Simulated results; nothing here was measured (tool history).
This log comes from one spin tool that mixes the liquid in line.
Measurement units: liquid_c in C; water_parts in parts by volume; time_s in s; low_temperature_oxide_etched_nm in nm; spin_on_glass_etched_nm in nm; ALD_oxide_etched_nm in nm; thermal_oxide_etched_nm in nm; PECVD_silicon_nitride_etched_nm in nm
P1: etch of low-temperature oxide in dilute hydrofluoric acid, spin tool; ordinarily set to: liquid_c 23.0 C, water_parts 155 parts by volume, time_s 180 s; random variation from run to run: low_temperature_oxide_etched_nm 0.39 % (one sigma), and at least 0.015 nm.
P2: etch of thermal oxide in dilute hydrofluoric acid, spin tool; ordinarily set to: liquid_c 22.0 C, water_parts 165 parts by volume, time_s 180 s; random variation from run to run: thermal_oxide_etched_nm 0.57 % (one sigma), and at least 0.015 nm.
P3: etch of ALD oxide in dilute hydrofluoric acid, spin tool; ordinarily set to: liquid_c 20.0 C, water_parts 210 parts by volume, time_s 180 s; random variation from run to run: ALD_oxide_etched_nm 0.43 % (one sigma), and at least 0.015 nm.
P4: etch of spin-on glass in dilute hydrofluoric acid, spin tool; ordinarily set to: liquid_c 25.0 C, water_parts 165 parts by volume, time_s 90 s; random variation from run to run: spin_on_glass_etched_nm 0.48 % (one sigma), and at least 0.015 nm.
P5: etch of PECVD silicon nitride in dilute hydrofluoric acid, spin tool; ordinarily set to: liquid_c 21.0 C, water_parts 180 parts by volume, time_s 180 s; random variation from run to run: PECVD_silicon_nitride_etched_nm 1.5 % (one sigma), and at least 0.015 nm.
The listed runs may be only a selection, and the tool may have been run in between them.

run,hour,process,liquid_c,water_parts,time_s,low_temperature_oxide_etched_nm,spin_on_glass_etched_nm,ALD_oxide_etched_nm,thermal_oxide_etched_nm,PECVD_silicon_nitride_etched_nm
1,8.4,P1,23.0,155,180,12.0120,,,,
2,12.9,P4,33.0,165,90,,47.886,,,
3,22.1,P3,24.5,210,180,,,13.6320,,
4,31.0,P1,23.0,155,180,11.9270,,,,
5,35.8,P1,27.0,155,180,13.8760,,,,
6,44.4,P4,25.0,165,90,,36.027,,,
7,49.1,P1,23.0,155,180,11.9480,,,,
8,53.6,P3,20.0,210,25,,,1.5841,,
9,62.4,P1,23.0,155,180,11.9300,,,,
10,70.2,P2,22.0,165,180,,,,4.6645,
11,77.4,P1,29.0,90,180,28.1470,,,,
12,84.8,P1,18.5,155,180,10.0270,,,,
13,91.0,P2,22.0,165,180,,,,4.7217,
14,97.2,P2,22.0,165,350,,,,9.1657,
15,104.5,P5,21.0,180,85,,,,,0.73566
16,111.2,P1,23.0,155,180,11.8820,,,,
17,119.6,P3,20.0,210,180,,,11.4880,,
18,127.6,P5,21.0,325,180,,,,,0.86483
19,134.1,P1,23.0,215,180,8.1237,,,,
20,138.5,P4,25.0,165,90,,36.036,,,
21,146.1,P4,25.0,275,90,,19.085,,,
22,151.1,P1,23.0,240,80,3.1562,,,,

Predict the results of run 23:
23,155.7,P1,23.0,155,355,?,,,,

{"run 23": {"low_temperature_oxide_etched_nm": 23.65}}
